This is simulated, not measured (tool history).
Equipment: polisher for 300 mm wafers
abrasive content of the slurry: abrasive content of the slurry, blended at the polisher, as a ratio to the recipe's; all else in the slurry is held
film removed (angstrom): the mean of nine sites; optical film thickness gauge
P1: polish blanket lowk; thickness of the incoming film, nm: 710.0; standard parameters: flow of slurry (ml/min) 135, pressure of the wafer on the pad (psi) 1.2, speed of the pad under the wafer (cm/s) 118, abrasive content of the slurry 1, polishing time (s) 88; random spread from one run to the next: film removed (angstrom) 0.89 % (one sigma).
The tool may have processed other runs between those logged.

| run | hour | flow of slurry (ml/min) | pressure of the wafer on the pad (psi) | speed of the pad under the wafer (cm/s) | abrasive content of the slurry | polishing time (s) | wafers polished on this pad | hours since the slurry nozzle was cleaned | hours since the head pressure was calibrated | hours since the slurry blender was calibrated | hours since the conditioning disc was replaced | film removed (angstrom) |
|---|---|---|---|---|---|---|---|---|---|---|---|---|
| 1 | 12.6 | 135 | 1.2 | 118 | 1 | 88 | 421 | 346.6 | 528.5 | 282.5 | 122.2 | 231.56 |
| 2 | 29.1 | 80 | 1.2 | 118 | 1 | 88 | 557 | 363.1 | 545 | 299 | 138.7 | 206.94 |
| 3 | 42 | 135 | 0.8 | 118 | 1 | 88 | 662 | 376 | 557.9 | 311.9 | 151.6 | 154.94 |
| 4 | 54.8 | 135 | 1.2 | 118 | 1 | 88 | 767 | 388.8 | 570.7 | 324.7 | 164.4 | 230.76 |
|  | 57.2 | conditioning disc replaced and pad reconditioned |
| 5 | 63.5 | 135 | 1.8 | 118 | 1 | 88 | 838 | 397.5 | 579.4 | 333.4 | 6.3 | 350.74 |
| 6 | 72.3 | 135 | 1.2 | 118 | 1 | 134 | 910 | 406.3 | 588.2 | 342.2 | 15.1 | 359.67 |
|  | 77.4 | slurry nozzle cleaned |
| 7 | 86.1 | 135 | 1.2 | 118 | 1.45 | 88 | 1023 | 8.8 | 602 | 356 | 28.9 | 275.57 |
|  | 96 | slurry blender recalibrated |
| 8 | 98.3 | 135 | 1.2 | 118 | 1 | 88 | 1123 | 21 | 614.2 | 2.4 | 41.1 | 231.27 |
| 9 | 113 | 135 | 1.2 | 174 | 1 | 88 | 1244 | 35.7 | 628.9 | 17.1 | 55.8 | 318.84 |
| 10 | 121.6 | 205 | 1.2 | 118 | 1 | 88 | 1314 | 44.3 | 637.5 | 25.7 | 64.4 | 249.28 |
| 11 | 132.9 | 80 | 1.2 | 118 | 1.35 | 88 | 1407 | 55.6 | 648.8 | 37 | 75.7 | 230.85 |
| 12 | 140.5 | 135 | 1.2 | 118 | 1 | 40 | 1469 | 63.2 | 656.4 | 44.6 | 83.3 | 104.99 |
| 13 | 151.4 | 135 | 1.2 | 118 | 0.5 | 88 | 1558 | 74.1 | 667.3 | 55.5 | 94.2 | 163.99 |
| 14 | 160.5 | 135 | 1.2 | 118 | 1 | 88 | 1633 | 83.2 | 676.4 | 64.6 | 103.3 | 231.89 |

Run 15 has not been measured yet. What should we expect?
| 15 | 171 | 135 | 1.2 | 76 | 1 | 88 | 1719 | 93.7 | 686.9 | 75.1 | 113.8 | ? |

{"run 15": {"film removed (angstrom)": 160.82}}
